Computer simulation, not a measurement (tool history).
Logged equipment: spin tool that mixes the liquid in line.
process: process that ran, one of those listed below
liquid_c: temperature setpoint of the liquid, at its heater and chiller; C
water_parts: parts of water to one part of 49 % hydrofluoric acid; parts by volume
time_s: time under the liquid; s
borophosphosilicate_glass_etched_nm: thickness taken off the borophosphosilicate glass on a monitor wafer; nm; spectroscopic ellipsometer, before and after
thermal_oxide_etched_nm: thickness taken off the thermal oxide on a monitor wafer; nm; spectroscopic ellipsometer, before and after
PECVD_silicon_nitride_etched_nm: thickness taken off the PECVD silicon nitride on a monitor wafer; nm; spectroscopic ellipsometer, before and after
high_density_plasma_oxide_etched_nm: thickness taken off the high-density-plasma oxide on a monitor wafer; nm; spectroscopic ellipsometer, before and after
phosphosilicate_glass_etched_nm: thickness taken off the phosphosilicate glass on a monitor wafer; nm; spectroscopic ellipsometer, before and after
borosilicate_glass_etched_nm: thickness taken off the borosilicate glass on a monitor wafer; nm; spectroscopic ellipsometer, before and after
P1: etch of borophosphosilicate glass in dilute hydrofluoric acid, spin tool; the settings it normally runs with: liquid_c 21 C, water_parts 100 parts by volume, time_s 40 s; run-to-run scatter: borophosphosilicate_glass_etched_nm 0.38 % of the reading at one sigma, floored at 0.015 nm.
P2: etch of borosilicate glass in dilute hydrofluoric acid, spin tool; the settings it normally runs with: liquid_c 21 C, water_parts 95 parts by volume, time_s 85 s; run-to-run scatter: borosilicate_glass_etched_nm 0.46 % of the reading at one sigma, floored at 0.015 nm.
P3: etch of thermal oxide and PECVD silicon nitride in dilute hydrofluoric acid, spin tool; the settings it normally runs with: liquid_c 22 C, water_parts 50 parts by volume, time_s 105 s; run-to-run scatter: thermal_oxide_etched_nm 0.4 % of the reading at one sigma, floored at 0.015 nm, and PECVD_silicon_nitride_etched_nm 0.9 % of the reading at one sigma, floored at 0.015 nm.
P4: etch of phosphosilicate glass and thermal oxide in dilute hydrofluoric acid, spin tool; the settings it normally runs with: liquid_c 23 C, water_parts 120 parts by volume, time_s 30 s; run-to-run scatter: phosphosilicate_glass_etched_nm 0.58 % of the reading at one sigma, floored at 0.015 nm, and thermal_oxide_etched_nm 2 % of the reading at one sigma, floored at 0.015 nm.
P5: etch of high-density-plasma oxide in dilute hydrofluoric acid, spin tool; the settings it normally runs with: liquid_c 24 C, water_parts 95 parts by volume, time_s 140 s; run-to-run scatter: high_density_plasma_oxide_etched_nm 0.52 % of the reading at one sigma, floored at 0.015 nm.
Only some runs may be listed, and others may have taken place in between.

run	hour	process	liquid_c	water_parts	time_s	hours since the thermometer was replaced	hours since the hydrofluoric acid flow meter was replaced	borophosphosilicate_glass_etched_nm	thermal_oxide_etched_nm	PECVD_silicon_nitride_etched_nm	high_density_plasma_oxide_etched_nm	phosphosilicate_glass_etched_nm	borosilicate_glass_etched_nm
1	4	P1	21	100	40	474.6	1020.3	15.618					
2	13.1	P3	22	50	105	483.7	1029.4		9.5302	3.0719			
3	21.5	P3	29	50	105	492.1	1037.8		12.704	4.8664			
4	27.9	P1	21	100	15	498.5	1044.2	5.883					
5	32.3	P5	30.5	95	140	502.9	1048.6				12.419		
6	41.1	P4	23	120	30	511.7	1057.4		1.0986			14.956	
7	47.3	P1	17	100	40	517.9	1063.6	13.169					
8	56.5	P3	22	50	20	527.1	1072.8		1.8397	0.60238			
9	62.3	P2	17	95	85	532.9	1078.6						33.438
10	68.8	P1	21	100	40	539.4	1085.1	15.501					
11	76.8	P1	21	180	20	547.4	1093.1	3.9534					
12	85.6	P1	21	100	40	556.2	1101.9	15.535					
13	92.9	P1	21	150	40	563.5	1109.2	9.7871					
14	99.9	P1	21	100	40	570.5	1116.2	15.505					
15	107.3	P4	23	45	30	577.9	1123.6		3.2293			43.659	
16	111.5	P2	21	95	15	582.1	1127.8						6.971
17	117.2	P2	21	95	85	587.8	1133.5						39.277
18	122.5	P4	17	120	30	593.1	1138.8		0.88215			11.894	
19	128.9	P3	22	50	105	599.5	1145.2		9.5348	3.0603			
20	133.9	P5	24	95	140	604.5	1150.2				9.7396		
21	139.9	P1	21	100	40	610.5	1156.2	15.565					
22	146.9	P5	24	95	50	617.5	1163.2				3.4858		
23	154.3	P5	24	95	140	624.9	1170.6				9.7279		
24	159.1	P3	22	85	105	629.7	1175.4		5.4021	1.8345			
25	164.9	P5	24	140	140	635.5	1181.2				6.2077		
26	169.9	P4	23	120	30	640.5	1186.2		1.1144			14.963	
27	174.2	P1	28	100	40	644.8	1190.5	20.475					
28	181.3	P1	21	20	40	651.9	1197.6	85.826					
29	189.1	P4	23	120	15	659.7	1205.4		0.59587			7.4878	
30	193.2	P2	21	175	85	663.8	1209.5						19.448
31	201.6	P1	21	100	65	672.2	1217.9	25.128					
32	210.4	P1	21	100	40	681	1226.7	15.552					
33	218.8	P1	21	100	40	689.4	1235.1	16.009					
34	223.4	P1	21	100	40	694	1239.7	16.392					
35	228.3	P1	21	100	40	698.9	1244.6	16.54					
36	235.8	P1	21	100	40	706.4	1252.1	16.613					
37	239.9	P1	21	100	40	710.5	1256.2	16.69					
38	248.6	P1	21	100	40	719.2	1264.9	16.851					
39	252.9	P1	21	100	40	723.5	1269.2	16.979					
40	260.2	P1	21	100	40	730.8	1276.5	16.992					
41	265.1	P1	21	100	40	735.7	1281.4	16.988					
42	272.3	P1	21	100	40	742.9	1288.6	17.083					
43	279.7	P1	21	100	40	750.3	1296	16.952					

P1 has crept away from where it was. The log is fitted equally well by each of these 2 causes, at the sizes shown:
A: liquid hotter than its thermometer reads (K) = 2.24
B: hydrofluoric acid flow above the setpoint (%) = 8.44
Onset of the creep was near hour 210.4.

Each of the check runs listed below is run on 2 wafers and reports their average, with the results left as question marks. Pick the one under which the possible causes would lead to clearly different results.
check 1	287.1	P2	21	155	45								?
check 2	287.1	P3	28.5	50	105				?	?			
check 3	287.1	P5	30	95	140						?		
check 4	287.1	P4	17	120	15				?			?	

What each check would give under each cause:
check	result	if A	if B
check 1	borosilicate_glass_etched_nm	13.07	13.16
check 2	thermal_oxide_etched_nm	13.562	13.543
check 2	PECVD_silicon_nitride_etched_nm	5.4541	5.1106
check 3	high_density_plasma_oxide_etched_nm	13.32	13.429
check 4	thermal_oxide_etched_nm	0.47948	0.47856
check 4	phosphosilicate_glass_etched_nm	6.4789	6.4665
Separation of the two closest causes in each check, using whichever result separates them best: check 1 0.69 %; check 2 6.51 %; check 3 0.81 %; check 4 0.19 %
The causes can be told apart only by check 2. The other checks would give nearly the same results under each of them.

After running check 2, the following was obtained: thermal_oxide_etched_nm 13.551 nm; PECVD_silicon_nitride_etched_nm 5.4824 nm. Which cause does this point to?

It was cause A: liquid hotter than its thermometer reads (K).
